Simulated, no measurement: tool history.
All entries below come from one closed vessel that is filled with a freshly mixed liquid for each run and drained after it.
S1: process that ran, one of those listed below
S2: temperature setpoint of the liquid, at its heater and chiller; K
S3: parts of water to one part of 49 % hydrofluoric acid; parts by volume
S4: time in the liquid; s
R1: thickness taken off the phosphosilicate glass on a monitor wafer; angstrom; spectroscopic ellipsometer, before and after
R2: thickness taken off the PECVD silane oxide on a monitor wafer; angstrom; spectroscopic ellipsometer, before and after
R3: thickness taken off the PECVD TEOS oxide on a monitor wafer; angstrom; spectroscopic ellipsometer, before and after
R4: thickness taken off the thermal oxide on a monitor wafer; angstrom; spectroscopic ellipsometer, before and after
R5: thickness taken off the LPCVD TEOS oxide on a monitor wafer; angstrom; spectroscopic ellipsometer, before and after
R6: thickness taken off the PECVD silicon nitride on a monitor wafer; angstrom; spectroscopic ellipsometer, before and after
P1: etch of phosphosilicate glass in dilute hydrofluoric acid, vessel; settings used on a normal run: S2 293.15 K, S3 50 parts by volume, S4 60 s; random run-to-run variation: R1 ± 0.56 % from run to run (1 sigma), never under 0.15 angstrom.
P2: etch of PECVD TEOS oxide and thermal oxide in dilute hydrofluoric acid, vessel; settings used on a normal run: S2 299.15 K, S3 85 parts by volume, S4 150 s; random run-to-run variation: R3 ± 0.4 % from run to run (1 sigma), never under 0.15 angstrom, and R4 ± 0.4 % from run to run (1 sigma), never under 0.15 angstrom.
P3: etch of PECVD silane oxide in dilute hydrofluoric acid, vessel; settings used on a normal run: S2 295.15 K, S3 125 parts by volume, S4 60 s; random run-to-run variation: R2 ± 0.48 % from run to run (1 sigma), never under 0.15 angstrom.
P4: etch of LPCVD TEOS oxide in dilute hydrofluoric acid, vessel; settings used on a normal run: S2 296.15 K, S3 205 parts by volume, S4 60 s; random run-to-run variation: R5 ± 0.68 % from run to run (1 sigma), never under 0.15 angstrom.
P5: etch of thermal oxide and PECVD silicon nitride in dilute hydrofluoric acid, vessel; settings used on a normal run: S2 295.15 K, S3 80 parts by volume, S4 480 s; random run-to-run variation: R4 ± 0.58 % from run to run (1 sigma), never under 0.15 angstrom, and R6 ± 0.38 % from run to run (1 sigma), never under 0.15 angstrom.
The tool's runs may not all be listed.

run,hour,S1,S2,S3,S4,R1,R2,R3,R4,R5,R6
1,15.5,P1,293.15,50,60,1035.6,,,,,
2,30.2,P3,295.15,185,60,,52.474,,,,
3,45.8,P2,303.15,85,150,,,607.78,107.77,,
4,59.7,P1,293.15,50,30,521.33,,,,,
5,74.6,P3,290.65,125,60,,69.744,,,,
6,83.5,P1,293.15,50,60,1039.3,,,,,
7,94.3,P4,296.15,65,60,,,,,159.58,
8,107.6,P1,293.15,85,110,1078.5,,,,,
9,118.9,P1,299.15,50,60,1323,,,,,
10,127.8,P4,302.65,205,60,,,,,54.916,
11,142,P2,299.15,50,150,,,933.1,164.99,,
12,154.9,P5,295.15,80,860,,,,466.31,,520.94
13,169.9,P3,295.15,125,60,,83.358,,,,
14,181.7,P3,295.15,125,60,,83.652,,,,
15,197.5,P2,299.15,85,150,,,523.49,92.347,,
16,205.2,P5,290.15,80,480,,,,209.7,,206.83
17,213.2,P5,295.15,80,480,,,,256.08,,294.17
18,222.9,P1,293.15,50,90,1560.8,,,,,
19,230.8,P1,293.15,70,60,726.36,,,,,
20,243,P1,300.15,70,60,965.65,,,,,
21,258.1,P1,293.15,50,60,1036.3,,,,,
22,268.3,P5,295.15,35,480,,,,622.63,,662.66
23,284,P1,293.15,20,60,2686.5,,,,,
24,299.4,P3,295.15,125,35,,49.041,,,,
25,311.1,P1,293.15,50,60,1042.3,,,,,
26,324.9,P2,299.15,85,150,,,522.41,92.171,,
27,335.4,P4,296.15,205,95,,,,,68.319,
28,350.5,P1,293.15,50,60,1039.6,,,,,
29,362.1,P1,293.15,50,60,1033.6,,,,,
30,375.3,P4,296.15,205,60,,,,,43.11,
31,390.6,P2,299.15,85,65,,,225.09,40.072,,
32,404.1,P1,290.15,50,60,904.78,,,,,
33,418.2,P1,293.15,50,60,1040.3,,,,,
34,428.7,P1,293.15,50,60,1041.9,,,,,
35,441.2,P1,293.15,50,60,1066,,,,,
36,452.9,P1,293.15,50,60,1072.2,,,,,
37,464.2,P1,293.15,50,60,1081.3,,,,,
38,473,P1,293.15,50,60,1089.4,,,,,
39,483.2,P1,293.15,50,60,1103,,,,,
40,497.1,P1,293.15,50,60,1100.2,,,,,
41,505.6,P1,293.15,50,60,1111,,,,,
42,520.9,P1,293.15,50,60,1098.9,,,,,
43,534,P1,293.15,50,60,1102.6,,,,,
44,543.4,P1,293.15,50,60,1104.2,,,,,
45,553.7,P1,293.15,50,60,1107.3,,,,,

Compared with where it was, what P1 gives has crept away. Each cause listed below fits the log as well as the rest, at the size given for it:
A: liquid hotter than its thermometer reads (K) = 1.49
B: hydrofluoric acid flow above the setpoint (%) = 6.1
The process output started creeping at around hour 428.7.

The check runs listed below each take one wafer, and their results are still question marks. Under which run would the listed causes lead to clearly different results?
check 1,564,P3,295.15,160,60,,?,,,,
check 2,564,P4,296.15,85,60,,,,,?,
check 3,564,P5,295.15,80,745,,,,?,,?
check 4,564,P2,299.15,85,65,,,?,?,,

Outcome of each check run for each possible cause:
check,result,if A,if B
check 1,R2,66.458,67.253
check 2,R5,126.6,127.29
check 3,R4,426.01,427.82
check 3,R6,502.39,481.72
check 4,R3,239.23,241.02
check 4,R4,42.483,42.801
Distance between the nearest two causes, measured in the result of the check that separates them most: check 1 1.19 %; check 2 0.55 %; check 3 4.2 %; check 4 0.75 %
Check 3 tells the causes apart: in the others they would give nearly the same result.

After running check 3, the following was obtained: R4 425.56 angstrom; R6 482.12 angstrom. Which cause does this point to?

The cause is B: hydrofluoric acid flow above the setpoint (%).
